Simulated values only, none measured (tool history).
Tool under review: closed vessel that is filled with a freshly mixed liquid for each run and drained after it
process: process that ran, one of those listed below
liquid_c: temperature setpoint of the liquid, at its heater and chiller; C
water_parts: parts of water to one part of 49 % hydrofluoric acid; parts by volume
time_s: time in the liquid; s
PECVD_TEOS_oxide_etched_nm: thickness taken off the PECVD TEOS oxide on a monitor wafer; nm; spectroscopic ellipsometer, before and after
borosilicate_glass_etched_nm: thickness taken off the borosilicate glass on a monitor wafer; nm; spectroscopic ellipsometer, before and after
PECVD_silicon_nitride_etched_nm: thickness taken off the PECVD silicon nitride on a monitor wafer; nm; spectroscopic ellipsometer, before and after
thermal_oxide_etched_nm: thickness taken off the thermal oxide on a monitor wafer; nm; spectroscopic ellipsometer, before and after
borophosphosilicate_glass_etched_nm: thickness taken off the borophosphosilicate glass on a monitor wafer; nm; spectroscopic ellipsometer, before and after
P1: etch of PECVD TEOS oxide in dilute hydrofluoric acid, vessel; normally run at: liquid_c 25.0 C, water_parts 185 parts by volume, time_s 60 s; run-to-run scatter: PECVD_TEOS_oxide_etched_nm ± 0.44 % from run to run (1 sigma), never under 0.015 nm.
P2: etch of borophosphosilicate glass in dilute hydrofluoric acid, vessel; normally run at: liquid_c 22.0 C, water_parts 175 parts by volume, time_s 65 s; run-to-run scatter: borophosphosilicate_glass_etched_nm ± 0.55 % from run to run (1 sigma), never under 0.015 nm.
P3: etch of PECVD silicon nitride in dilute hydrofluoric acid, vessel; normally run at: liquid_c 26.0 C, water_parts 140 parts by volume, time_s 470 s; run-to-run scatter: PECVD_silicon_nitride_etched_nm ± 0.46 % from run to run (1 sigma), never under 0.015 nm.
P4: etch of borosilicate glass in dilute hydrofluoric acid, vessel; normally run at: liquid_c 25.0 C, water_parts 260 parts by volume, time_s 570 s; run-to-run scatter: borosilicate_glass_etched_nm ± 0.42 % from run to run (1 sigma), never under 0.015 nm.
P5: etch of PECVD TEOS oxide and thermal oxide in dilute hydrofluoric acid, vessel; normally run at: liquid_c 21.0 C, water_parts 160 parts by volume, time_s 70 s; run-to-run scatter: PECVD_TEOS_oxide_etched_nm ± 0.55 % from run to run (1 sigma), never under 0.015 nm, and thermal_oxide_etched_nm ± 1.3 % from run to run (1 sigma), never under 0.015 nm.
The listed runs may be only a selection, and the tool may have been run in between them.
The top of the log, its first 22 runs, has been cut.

run	day	process	liquid_c	water_parts	time_s	hours since the thermometer was replaced	hours since the hydrofluoric acid flow meter was replaced	PECVD_TEOS_oxide_etched_nm	borosilicate_glass_etched_nm	PECVD_silicon_nitride_etched_nm	thermal_oxide_etched_nm	borophosphosilicate_glass_etched_nm
23	11.104	P5	21.0	230	70	742.9	910.3	3.1172			1.13250	
24	11.421	P3	26.0	140	470	750.5	917.9			18.844		
25	12.079	P1	25.0	185	30	766.3	933.7	2.8089				
26	12.400	P4	25.0	260	570	774.0	941.4		41.637			
27	12.938	P4	25.0	420	570	786.9	954.3		22.047			
28	13.658	P1	18.0	185	60	804.2	971.6	4.2560				
29	14.217	P3	33.5	140	470	817.6	985.0			29.583		
30	14.654	P1	25.0	185	100	828.1	995.5	9.2893				
31	15.283	P1	25.0	185	60	843.2	1010.6	5.6035				
32	15.879	P1	25.0	185	60	857.5	1024.9	5.7526				
33	16.600	P1	25.0	185	60	874.8	1042.2	5.8547				
34	17.050	P1	25.0	185	60	885.6	1053.0	5.9085				

For run 35, what comes out?
35	17.779	P1	25.0	185	60	903.1	1070.5	?				

{"run 35": {"PECVD_TEOS_oxide_etched_nm": 5.9113}}
